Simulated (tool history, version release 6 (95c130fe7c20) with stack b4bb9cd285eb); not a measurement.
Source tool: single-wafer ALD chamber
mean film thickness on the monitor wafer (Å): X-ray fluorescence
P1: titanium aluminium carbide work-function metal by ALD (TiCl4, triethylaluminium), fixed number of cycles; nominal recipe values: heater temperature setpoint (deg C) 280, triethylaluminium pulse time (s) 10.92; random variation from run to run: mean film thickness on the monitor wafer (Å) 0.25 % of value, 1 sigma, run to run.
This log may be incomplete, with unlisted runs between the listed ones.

| run | hour | heater temperature setpoint (deg C) | triethylaluminium pulse time (s) | hours since the last thermocouple change | hours since the last triethylaluminium bottle change | mean film thickness on the monitor wafer (Å) |
|---|---|---|---|---|---|---|
| 1 | 12.1 | 280 | 10.92 | 1276.5 | 183.0 | 17.959 |
| 2 | 19.9 | 280 | 15.98 | 1284.3 | 190.8 | 18.305 |
| 3 | 31.6 | 296 | 10.92 | 1296.0 | 202.5 | 19.279 |
| 4 | 41.2 | 280 | 10.92 | 1305.6 | 212.1 | 17.930 |
| 5 | 48.8 | 280 | 10.92 | 1313.2 | 219.7 | 17.867 |
| 6 | 58.3 | 280 | 7.53 | 1322.7 | 229.2 | 17.042 |
| 7 | 67.8 | 270 | 15.52 | 1332.2 | 238.7 | 17.393 |
| 8 | 74.5 | 257 | 10.92 | 1338.9 | 245.4 | 16.075 |
| 9 | 85.5 | 280 | 10.92 | 1349.9 | 256.4 | 17.992 |
| 10 | 98.6 | 280 | 10.92 | 1363.0 | 269.5 | 17.875 |
| 11 | 105.8 | 280 | 10.92 | 1370.2 | 276.7 | 17.981 |
| 12 | 117.6 | 299 | 8.10 | 1382.0 | 288.5 | 18.754 |
| 13 | 128.7 | 280 | 10.92 | 1393.1 | 299.6 | 17.904 |
| 14 | 143.0 | 280 | 10.92 | 1407.4 | 313.9 | 17.668 |
| 15 | 154.1 | 280 | 10.92 | 1418.5 | 325.0 | 17.525 |
| 16 | 168.1 | 280 | 10.92 | 1432.5 | 339.0 | 17.513 |
| 17 | 178.3 | 280 | 10.92 | 1442.7 | 349.2 | 17.485 |
| 18 | 188.9 | 280 | 10.92 | 1453.3 | 359.8 | 17.491 |
| 19 | 200.7 | 280 | 10.92 | 1465.1 | 371.6 | 17.460 |
| 20 | 211.5 | 280 | 10.92 | 1475.9 | 382.4 | 17.415 |
| 21 | 221.9 | 280 | 10.92 | 1486.3 | 392.8 | 17.481 |

Compared with where it was, what P1 gives has crept away. Each cause listed below fits the log as well as the rest, at the size given for it:
A: triethylaluminium dose below that of a fresh bottle (%) = 19.2
B: wafer temperature below the value expected at the setpoint (K) = 5.4
The gradual shift began around hour 128.7.

The check runs listed below each take one wafer, and their results are still question marks. Under which run would the listed causes lead to clearly different results?
| check 1 | 232.3 | 270 | 10.92 |  |  | ? |
| check 2 | 232.3 | 280 | 7.87 |  |  | ? |
| check 3 | 232.3 | 258 | 10.92 |  |  | ? |
| check 4 | 232.3 | 265 | 10.92 |  |  | ? |

Expected result of each check under each candidate cause:
| check | result | if A | if B |
|---|---|---|---|
| check 1 | mean film thickness on the monitor wafer (Å) | 16.642 | 16.626 |
| check 2 | mean film thickness on the monitor wafer (Å) | 16.280 | 16.681 |
| check 3 | mean film thickness on the monitor wafer (Å) | 15.682 | 15.649 |
| check 4 | mean film thickness on the monitor wafer (Å) | 16.240 | 16.217 |
Minimum pairwise separation of causes per check, each pair taken at its best-separating result: check 1 0.09 %; check 2 2.43 %; check 3 0.21 %; check 4 0.14 %
Of the check runs offered, only check 2 discriminates between the causes; the rest would read about the same regardless of which cause applies.

The results of check 2 are: mean film thickness on the monitor wafer (Å) 16.747. Based on these, which of the listed causes is it?

Of the candidate causes, it is B: wafer temperature below the value expected at the setpoint (K).
